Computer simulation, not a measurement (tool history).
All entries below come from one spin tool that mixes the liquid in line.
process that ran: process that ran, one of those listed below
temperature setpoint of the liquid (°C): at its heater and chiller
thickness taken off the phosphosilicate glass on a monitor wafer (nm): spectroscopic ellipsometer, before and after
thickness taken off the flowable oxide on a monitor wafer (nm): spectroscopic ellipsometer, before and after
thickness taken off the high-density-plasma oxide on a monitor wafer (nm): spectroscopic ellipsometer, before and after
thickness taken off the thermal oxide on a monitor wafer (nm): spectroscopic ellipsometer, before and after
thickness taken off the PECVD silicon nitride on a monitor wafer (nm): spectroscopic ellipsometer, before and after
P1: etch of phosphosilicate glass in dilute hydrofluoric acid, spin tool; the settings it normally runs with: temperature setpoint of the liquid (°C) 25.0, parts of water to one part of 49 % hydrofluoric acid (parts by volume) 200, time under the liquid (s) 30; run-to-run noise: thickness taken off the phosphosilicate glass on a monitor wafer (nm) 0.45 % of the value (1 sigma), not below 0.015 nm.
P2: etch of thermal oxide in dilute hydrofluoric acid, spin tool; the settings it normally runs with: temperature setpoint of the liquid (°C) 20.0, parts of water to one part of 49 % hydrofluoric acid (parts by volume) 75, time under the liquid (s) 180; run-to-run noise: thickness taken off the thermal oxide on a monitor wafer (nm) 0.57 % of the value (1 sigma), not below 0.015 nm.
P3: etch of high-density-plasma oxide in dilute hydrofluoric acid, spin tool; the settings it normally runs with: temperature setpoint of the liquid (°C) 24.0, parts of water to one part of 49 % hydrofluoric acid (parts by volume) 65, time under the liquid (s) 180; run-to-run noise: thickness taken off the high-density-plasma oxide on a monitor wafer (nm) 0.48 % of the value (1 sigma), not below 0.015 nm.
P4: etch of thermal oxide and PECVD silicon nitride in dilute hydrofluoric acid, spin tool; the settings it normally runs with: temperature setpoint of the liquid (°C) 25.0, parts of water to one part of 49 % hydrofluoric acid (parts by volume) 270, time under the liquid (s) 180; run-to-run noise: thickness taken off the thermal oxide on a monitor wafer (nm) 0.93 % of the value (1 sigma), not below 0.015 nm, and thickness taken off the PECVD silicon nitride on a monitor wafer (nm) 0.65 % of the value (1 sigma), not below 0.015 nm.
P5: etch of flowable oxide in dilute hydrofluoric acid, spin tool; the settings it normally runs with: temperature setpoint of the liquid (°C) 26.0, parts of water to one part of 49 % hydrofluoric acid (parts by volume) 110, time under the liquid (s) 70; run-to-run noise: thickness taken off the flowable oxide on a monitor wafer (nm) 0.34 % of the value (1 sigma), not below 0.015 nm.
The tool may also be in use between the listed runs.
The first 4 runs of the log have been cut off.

run   hour  process that ran  temperature setpoint of the liquid (°C)  parts of water to one part of 49 % hydrofluoric acid (parts by volume)  time under the liquid (s)  thickness taken off the phosphosilicate glass on a monitor wafer (nm)  thickness taken off the flowable oxide on a monitor wafer (nm)  thickness taken off the high-density-plasma oxide on a monitor wafer (nm)  thickness taken off the thermal oxide on a monitor wafer (nm)  thickness taken off the PECVD silicon nitride on a monitor wafer (nm)
  5   33.4                P3                                     24.0                                                                     105                        180                                                                                                                                                                                                            8.6683
  6   39.8                P4                                     25.0                                                                     270                        180                                                                                                                                                                                                                                                                           2.6879                                                                 3.9486
  7   44.1                P5                                     26.0                                                                     110                        130                                                                                                                                 59.634
  8   50.1                P1                                     25.0                                                                     200                         30                                                                 9.6034
  9   58.4                P2                                     20.0                                                                      75                         80                                                                                                                                                                                                                                                                           4.3764
 10   66.5                P1                                     25.0                                                                     200                         30                                                                 9.5723
 11   71.1                P5                                     26.0                                                                     110                         70                                                                                                                                 32.032
 12   75.4                P2                                     27.5                                                                      75                        180                                                                                                                                                                                                                                                                          13.0370
 13   82.1                P2                                     20.0                                                                     135                        180                                                                                                                                                                                                                                                                           5.0516
 14   86.3                P1                                     25.0                                                                      55                         15                                                                20.8860
 15   95.2                P1                                     20.0                                                                      90                         30                                                                19.9460
 16  100.5                P4                                     25.0                                                                     270                        180                                                                                                                                                                                                                                                                           2.6843                                                                 3.9323
 17  108.7                P1                                     29.5                                                                     200                         30                                                                11.3530
 18  113.6                P1                                     25.0                                                                      35                         30                                                                67.3130
 19  118.3                P1                                     25.0                                                                     200                         15                                                                 4.8169
 20  127.3                P3                                     32.0                                                                      65                        180                                                                                                                                                                                                           20.3970
 21  134.7                P4                                     33.5                                                                     270                        180                                                                                                                                                                                                                                                                           3.5822                                                                 6.5052
 22  142.2                P1                                     17.5                                                                     200                         45                                                                10.9120
 23  148.5                P5                                     26.0                                                                     110                         70                                                                                                                                 31.983
 24  153.6                P1                                     25.0                                                                     200                         30                                                                 9.5518
 25  160.4                P1                                     25.0                                                                     350                         30                                                                 4.7648
 26  169.6                P1                                     25.0                                                                     200                         30                                                                 9.6817

Estimate the outcome of run 27 from the log above:
 27  176.6                P3                                     24.0                                                                      65                        180                                                                                                                                                                                                                 ?

{"run 27": {"thickness taken off the high-density-plasma oxide on a monitor wafer (nm)": 14.841}}
